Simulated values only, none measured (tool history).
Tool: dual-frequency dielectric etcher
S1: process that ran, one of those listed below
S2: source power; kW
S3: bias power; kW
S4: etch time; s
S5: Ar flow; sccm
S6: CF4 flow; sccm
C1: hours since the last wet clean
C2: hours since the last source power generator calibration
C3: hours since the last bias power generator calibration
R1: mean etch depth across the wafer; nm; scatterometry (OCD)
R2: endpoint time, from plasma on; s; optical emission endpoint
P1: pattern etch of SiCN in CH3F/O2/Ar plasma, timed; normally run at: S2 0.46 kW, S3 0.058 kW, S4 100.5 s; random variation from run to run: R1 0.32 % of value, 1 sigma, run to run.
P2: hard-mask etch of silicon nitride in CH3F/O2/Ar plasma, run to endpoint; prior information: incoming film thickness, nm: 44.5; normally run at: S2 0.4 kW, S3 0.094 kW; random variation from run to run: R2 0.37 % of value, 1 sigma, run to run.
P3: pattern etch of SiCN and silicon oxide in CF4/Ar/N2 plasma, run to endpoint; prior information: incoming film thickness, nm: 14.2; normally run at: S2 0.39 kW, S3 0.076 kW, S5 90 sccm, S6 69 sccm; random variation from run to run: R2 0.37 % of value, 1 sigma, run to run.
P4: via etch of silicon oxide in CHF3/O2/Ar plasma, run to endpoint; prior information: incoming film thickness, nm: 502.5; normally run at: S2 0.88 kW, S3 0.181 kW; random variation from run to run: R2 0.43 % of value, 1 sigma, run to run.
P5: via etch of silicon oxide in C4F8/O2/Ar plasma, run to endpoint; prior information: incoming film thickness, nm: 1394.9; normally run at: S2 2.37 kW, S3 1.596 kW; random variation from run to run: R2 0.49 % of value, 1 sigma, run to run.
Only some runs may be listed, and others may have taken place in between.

run	hour	S1	S2	S3	S4	S5	S6	C1	C2	C3	R1	R2
1	3.5	P1	0.46	0.058	100.5			57.5	1261.7	1512.9	36.973	
2	5.8	P2	0.24	0.094				59.8	1264	1515.2		70.167
3	9.2	P2	0.4	0.094				63.2	1267.4	1518.6		58.126
4	14.2	P2	0.4	0.094				68.2	1272.4	1523.6		57.963
5	18.1	P3	0.39	0.048		90	69	72.1	1276.3	1527.5		21.483
6	22.4	P1	0.46	0.058	135			76.4	1280.6	1531.8	49.904	
7	26.7	P4	0.88	0.181				80.7	1284.9	1536.1		214.92
8	30.1	P3	0.39	0.076		66	69	84.1	1288.3	1539.5		17.754
9	34.8	P3	0.39	0.076		90	69	88.8	1293	1544.2		18.584
10	38.1	P1	0.46	0.043	100.5			92.1	1296.3	1547.5	33.773	
11	41.9	P1	0.46	0.058	100.5			95.9	1300.1	1551.3	37.16	
12	45.4	P3	0.55	0.076		90	69	99.4	1303.6	1554.8		13.767
13	48	P5	2.37	1.596				102	1306.2	1557.4		280.77
14	52.5	P1	0.46	0.058	100.5			106.5	1310.7	1561.9	37.205	
15	57.5	P1	0.66	0.058	100.5			111.5	1315.7	1566.9	42.64	
16	62.4	P4	1.08	0.181				116.4	1320.6	1571.8		197.77
17	66.8	P3	0.39	0.076		90	69	120.8	1325	1576.2		18.554
18	71.9	P5	3.3	1.596				125.9	1330.1	1581.3		248.92
19	74.5	P3	0.39	0.076		90	49	128.5	1332.7	1583.9		19.534
20	78.1	P2	0.4	0.058				132.1	1336.3	1587.5		68.572
21	80.5	P1	0.46	0.058	57			134.5	1338.7	1589.9	21.124	
22	85.2	P1	0.46	0.075	100.5			139.2	1343.4	1594.6	40.511	
23	89.5	P1	0.38	0.04	100.5			143.5	1347.7	1598.9	30.504	
24	92.8	P1	0.46	0.058	100.5			146.8	1351	1602.2	37.031	
25	96	P1	0.46	0.058	100.5			150	1354.2	1605.4	37.162	
26	100.3	P5	2.37	0.981				154.3	1358.5	1609.7		319.96
27	103.7	P1	0.46	0.036	131			157.7	1361.9	1613.1	41.605	
28	108.3	P5	2.37	1.596				162.3	1366.5	1617.7		281.34
29	111.3	P1	0.36	0.058	100.5			165.3	1369.5	1620.7	33.656	
30	114.2	P4	0.88	0.256				168.2	1372.4	1623.6		190.74
31	119.1	P4	0.88	0.181				173.1	1377.3	1628.5		214.56
32	123.7	P1	0.46	0.058	100.5			177.7	1381.9	1633.1	37.045	
33	126.9	P1	0.46	0.058	100.5			180.9	1385.1	1636.3	36.941	
34	131	P1	0.46	0.058	100.5			185	1389.2	1640.4	36.51	
35	135.6	P1	0.46	0.058	100.5			189.6	1393.8	1645	36.722	
# hour 136.5: wet clean of the chamber
36	140.4	P1	0.46	0.058	100.5			3.9	1398.6	1649.8	36.528	
37	144.3	P1	0.46	0.058	100.5			7.8	1402.5	1653.7	36.755	
38	147.1	P1	0.46	0.058	100.5			10.6	1405.3	1656.5	36.463	

The output of P1 has drifted from where it used to be. Each of the 2 causes below, taken at the size shown beside it, accounts for the log equally well:
A: source power that arrives under what is set, % = 4.21
B: bias power that arrives under what is set, % = 4.86
Creep in the process output first set in at about hour 123.7.
Ruled out, with reasons:
chamber walls in a state that lowers the etch rate, %: work on it at hour 136.5, done after the drift set in, did not restore what the process gave before

Below are 4 check runs, each averaged over 2 wafers, with their results shown as question marks. Which of them would give clearly different results depending on which cause is behind the drift?
check 1	149.9	P4	0.88	0.241								?
check 2	149.9	P5	2.97	1.596								?
check 3	149.9	P2	0.25	0.094								?
check 4	149.9	P3	0.45	0.076		90	69					?

How each check would come out, cause by cause:
check	result	if A	if B
check 1	R2	198.42	198.6
check 2	R2	262.72	261.52
check 3	R2	70.272	70.457
check 4	R2	17.019	16.661
Distance between the nearest two causes, measured in the result of the check that separates them most: check 1 0.09 %; check 2 0.45 %; check 3 0.26 %; check 4 2.13 %
Check 4 distinguishes between the causes, while the remaining checks would return nearly the same result for all of them.

Check 4 has now been run. It gave: R2 16.646 s. Which of the candidate causes is it?

It is B: bias power that arrives under what is set, %.
